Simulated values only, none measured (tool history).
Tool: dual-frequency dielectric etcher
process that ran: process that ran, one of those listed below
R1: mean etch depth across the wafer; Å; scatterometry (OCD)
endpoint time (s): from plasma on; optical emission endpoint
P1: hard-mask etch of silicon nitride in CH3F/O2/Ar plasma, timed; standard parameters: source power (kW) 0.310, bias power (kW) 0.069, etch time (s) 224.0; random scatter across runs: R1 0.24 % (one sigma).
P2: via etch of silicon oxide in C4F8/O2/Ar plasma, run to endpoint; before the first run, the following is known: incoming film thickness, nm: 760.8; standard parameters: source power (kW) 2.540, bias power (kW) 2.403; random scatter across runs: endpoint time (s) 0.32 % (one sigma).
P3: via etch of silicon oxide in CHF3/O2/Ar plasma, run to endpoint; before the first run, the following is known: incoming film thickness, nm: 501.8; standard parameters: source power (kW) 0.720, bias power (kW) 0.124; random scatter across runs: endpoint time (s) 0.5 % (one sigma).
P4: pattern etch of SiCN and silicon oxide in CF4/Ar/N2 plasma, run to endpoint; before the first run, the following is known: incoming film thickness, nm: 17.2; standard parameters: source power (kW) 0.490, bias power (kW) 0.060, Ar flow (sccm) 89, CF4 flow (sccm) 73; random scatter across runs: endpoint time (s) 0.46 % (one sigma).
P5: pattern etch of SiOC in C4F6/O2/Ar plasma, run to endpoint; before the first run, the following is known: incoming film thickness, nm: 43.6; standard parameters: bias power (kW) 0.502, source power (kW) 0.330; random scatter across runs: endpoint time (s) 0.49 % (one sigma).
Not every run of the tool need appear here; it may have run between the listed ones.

Run 1, hour 5.3: process that ran P1, source power (kW) 0.310, bias power (kW) 0.069, etch time (s) 224.0. Result: R1 1390.30 Å.
Run 2, hour 10.5: process that ran P4, source power (kW) 0.300, bias power (kW) 0.060, Ar flow (sccm) 89, CF4 flow (sccm) 73. Result: endpoint time (s) 29.200.
Run 3, hour 19.2: process that ran P1, source power (kW) 0.220, bias power (kW) 0.069, etch time (s) 224.0. Result: R1 1223.00 Å.
Run 4, hour 25.9: process that ran P1, source power (kW) 0.310, bias power (kW) 0.080, etch time (s) 175.5. Result: R1 1145.20 Å.
Run 5, hour 33.0: process that ran P1, source power (kW) 0.310, bias power (kW) 0.069, etch time (s) 286.5. Result: R1 1769.30 Å.
Run 6, hour 39.1: process that ran P1, source power (kW) 0.310, bias power (kW) 0.069, etch time (s) 224.0. Result: R1 1383.20 Å.
Run 7, hour 44.7: process that ran P1, source power (kW) 0.400, bias power (kW) 0.057, etch time (s) 224.0. Result: R1 1437.50 Å.
Run 8, hour 49.2: process that ran P4, source power (kW) 0.490, bias power (kW) 0.060, Ar flow (sccm) 123, CF4 flow (sccm) 73. Result: endpoint time (s) 19.937.
Run 9, hour 55.3: process that ran P3, source power (kW) 0.720, bias power (kW) 0.124. Result: endpoint time (s) 272.850.
Run 10, hour 59.9: process that ran P2, source power (kW) 2.540, bias power (kW) 2.403. Result: endpoint time (s) 133.710.
Run 11, hour 65.8: process that ran P1, source power (kW) 0.390, bias power (kW) 0.069, etch time (s) 224.0. Result: R1 1517.00 Å.
Run 12, hour 73.2: process that ran P3, source power (kW) 0.920, bias power (kW) 0.124. Result: endpoint time (s) 247.620.
Run 13, hour 80.1: process that ran P1, source power (kW) 0.220, bias power (kW) 0.069, etch time (s) 123.0. Result: R1 666.66 Å.
Run 14, hour 84.8: process that ran P1, source power (kW) 0.310, bias power (kW) 0.069, etch time (s) 224.0. Result: R1 1384.80 Å.
Run 15, hour 89.6: process that ran P2, source power (kW) 1.490, bias power (kW) 2.403. Result: endpoint time (s) 164.850.
Run 16, hour 93.6: process that ran P2, source power (kW) 2.540, bias power (kW) 3.071. Result: endpoint time (s) 123.900.
Run 17, hour 100.3: process that ran P1, source power (kW) 0.310, bias power (kW) 0.069, etch time (s) 224.0. Result: R1 1390.20 Å.
Run 18, hour 106.9: process that ran P5, source power (kW) 0.330, bias power (kW) 0.502. Result: endpoint time (s) 15.974.
Run 19, hour 113.7: process that ran P5, source power (kW) 0.330, bias power (kW) 0.662. Result: endpoint time (s) 14.410.
Run 20, hour 121.7: process that ran P1, source power (kW) 0.310, bias power (kW) 0.069, etch time (s) 160.0. Result: R1 994.32 Å.
Run 21, hour 127.0: process that ran P1, source power (kW) 0.310, bias power (kW) 0.069, etch time (s) 224.0. Result: R1 1381.40 Å.
Run 22, hour 135.4: process that ran P1, source power (kW) 0.310, bias power (kW) 0.041, etch time (s) 224.0. Result: R1 1172.20 Å.
Run 23, hour 139.6: process that ran P5, source power (kW) 0.430, bias power (kW) 0.502. Result: endpoint time (s) 14.541.
Run 24, hour 145.1: process that ran P3, source power (kW) 0.720, bias power (kW) 0.124. Result: endpoint time (s) 273.570.
Run 25, hour 152.9: process that ran P3, source power (kW) 0.720, bias power (kW) 0.094. Result: endpoint time (s) 296.840.
Run 26, hour 157.6: process that ran P1, source power (kW) 0.310, bias power (kW) 0.069, etch time (s) 224.0. Result: R1 1389.50 Å.
Run 27, hour 164.4: process that ran P4, source power (kW) 0.490, bias power (kW) 0.060, Ar flow (sccm) 89, CF4 flow (sccm) 99. Result: endpoint time (s) 18.196.
Run 28, hour 171.3: process that ran P4, source power (kW) 0.490, bias power (kW) 0.036, Ar flow (sccm) 89, CF4 flow (sccm) 73. Result: endpoint time (s) 22.058.
Run 29, hour 177.2: process that ran P1, source power (kW) 0.310, bias power (kW) 0.069, etch time (s) 224.0. Result: R1 1382.70 Å.
Run 30, hour 182.0: process that ran P1, source power (kW) 0.310, bias power (kW) 0.083, etch time (s) 224.0. Result: R1 1483.60 Å.
Run 31, hour 188.2: process that ran P4, source power (kW) 0.490, bias power (kW) 0.060, Ar flow (sccm) 89, CF4 flow (sccm) 73. Result: endpoint time (s) 18.891.
Run 32, hour 193.3: process that ran P1, source power (kW) 0.310, bias power (kW) 0.069, etch time (s) 224.0. Result: R1 1389.40 Å.
Run 33, hour 197.5: process that ran P1, source power (kW) 0.310, bias power (kW) 0.069, etch time (s) 224.0. Result: R1 1392.30 Å.
Run 34, hour 202.9: process that ran P1, source power (kW) 0.310, bias power (kW) 0.069, etch time (s) 224.0. Result: R1 1403.50 Å.
Run 35, hour 211.2: process that ran P1, source power (kW) 0.310, bias power (kW) 0.069, etch time (s) 224.0. Result: R1 1402.40 Å.
Run 36, hour 216.2: process that ran P1, source power (kW) 0.310, bias power (kW) 0.069, etch time (s) 224.0. Result: R1 1404.00 Å.
At hour 217.7: wet clean of the chamber.
Run 37, hour 224.1: process that ran P1, source power (kW) 0.310, bias power (kW) 0.069, etch time (s) 224.0. Result: R1 1406.50 Å.
Run 38, hour 230.8: process that ran P1, source power (kW) 0.310, bias power (kW) 0.069, etch time (s) 224.0. Result: R1 1408.10 Å.
Run 39, hour 234.8: process that ran P1, source power (kW) 0.310, bias power (kW) 0.069, etch time (s) 224.0. Result: R1 1412.50 Å.
Run 40, hour 242.0: process that ran P1, source power (kW) 0.310, bias power (kW) 0.069, etch time (s) 224.0. Result: R1 1405.30 Å.

What P1 gives has crept away from where it was. These 2 causes fit the log equally well, each at the size given:
A: source power that arrives over what is set, % = 3.93
B: bias power that arrives over what is set, % = 4.27
The gradual shift began around hour 193.3.
Every other cause this tool's parts could produce, and why it does not fit the log:
chamber walls in a state that raises the etch rate, %: serviced at hour 217.7, after the drift had started, without restoring the earlier output

You are offered 4 check runs, listed below with question marks in place of their results; each one averages 3 wafers. Which run separates the listed causes by giving clearly different results for each?
Run check 1, hour 249.2: process that ran P5, source power (kW) 0.400, bias power (kW) 0.502. Result: endpoint time (s) ?.
Run check 2, hour 249.2: process that ran P3, source power (kW) 0.870, bias power (kW) 0.124. Result: endpoint time (s) ?.
Run check 3, hour 249.2: process that ran P2, source power (kW) 1.540, bias power (kW) 2.827. Result: endpoint time (s) ?.
Run check 4, hour 249.2: process that ran P4, source power (kW) 0.490, bias power (kW) 0.060, Ar flow (sccm) 119, CF4 flow (sccm) 73. Result: endpoint time (s) ?.

Predicted outcomes, by check and by cause:
  check             result     if A     if B
check 1  endpoint time (s)   14.692   14.671
check 2  endpoint time (s)  249.520  250.170
check 3  endpoint time (s)  152.920  153.210
check 4  endpoint time (s)   19.250   19.645
Smallest distance between any two causes, each pair judged by its most separating result, in per cent: check 1 0.14 %; check 2 0.26 %; check 3 0.19 %; check 4 2.03 %
The causes can be told apart only by check 4. The other checks would give nearly the same results under each of them.

Running check 4 produced the following: endpoint time (s) 19.679. Which one of the listed causes fits?

B is the cause: bias power that arrives over what is set, %.
